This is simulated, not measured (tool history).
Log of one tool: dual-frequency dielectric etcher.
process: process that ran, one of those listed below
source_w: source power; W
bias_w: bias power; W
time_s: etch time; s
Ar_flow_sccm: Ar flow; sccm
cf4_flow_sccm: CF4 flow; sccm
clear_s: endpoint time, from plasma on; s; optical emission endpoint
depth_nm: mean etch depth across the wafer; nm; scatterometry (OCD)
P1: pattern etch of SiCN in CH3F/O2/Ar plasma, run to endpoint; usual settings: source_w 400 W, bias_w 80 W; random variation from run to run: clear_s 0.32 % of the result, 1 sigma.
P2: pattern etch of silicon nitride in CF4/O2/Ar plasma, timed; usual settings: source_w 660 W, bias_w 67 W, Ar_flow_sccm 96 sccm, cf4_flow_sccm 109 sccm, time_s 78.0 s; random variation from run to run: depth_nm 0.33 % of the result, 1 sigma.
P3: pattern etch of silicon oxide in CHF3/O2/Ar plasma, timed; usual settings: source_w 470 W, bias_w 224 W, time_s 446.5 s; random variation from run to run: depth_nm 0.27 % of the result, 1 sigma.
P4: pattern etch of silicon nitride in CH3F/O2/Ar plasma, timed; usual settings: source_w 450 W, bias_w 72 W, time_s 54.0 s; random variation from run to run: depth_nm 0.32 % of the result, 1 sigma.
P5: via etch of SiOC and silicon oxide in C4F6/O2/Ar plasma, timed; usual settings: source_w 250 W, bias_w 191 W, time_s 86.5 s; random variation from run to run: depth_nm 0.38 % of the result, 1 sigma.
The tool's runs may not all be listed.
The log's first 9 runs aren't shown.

run	hour	process	source_w	bias_w	time_s	Ar_flow_sccm	cf4_flow_sccm	clear_s	depth_nm
10	75.6	P2	660	39	78.0	96	109		178.620
11	85.8	P4	450	46	54.0				35.035
12	94.8	P1	300	101				28.315	
13	104.3	P3	470	224	274.5				548.480
14	111.4	P2	660	67	78.0	96	76		208.350
15	120.1	P1	320	80				30.095	
16	127.0	P1	530	100				22.963	
17	131.9	P2	660	67	101.0	96	109		280.760
18	139.9	P3	470	311	446.5				1004.900
19	144.6	P5	250	191	66.5				63.753
20	149.9	P3	360	224	446.5				803.500
21	160.2	P1	400	80				27.676	
22	165.6	P2	660	67	78.0	96	109		216.330
23	176.1	P1	400	52				31.894	
24	185.5	P5	250	118	86.5				71.166
25	193.4	P4	450	72	54.0				40.284
26	200.2	P4	450	72	66.5				49.517
27	207.6	P1	520	80				24.951	
28	218.2	P2	660	67	78.0	135	109		207.360
29	224.4	P5	320	191	86.5				91.396
30	230.7	P2	440	67	78.0	96	109		151.780

Forecast run 31:
31	237.5	P1	400	80				?	

clear_s: 27.570 s

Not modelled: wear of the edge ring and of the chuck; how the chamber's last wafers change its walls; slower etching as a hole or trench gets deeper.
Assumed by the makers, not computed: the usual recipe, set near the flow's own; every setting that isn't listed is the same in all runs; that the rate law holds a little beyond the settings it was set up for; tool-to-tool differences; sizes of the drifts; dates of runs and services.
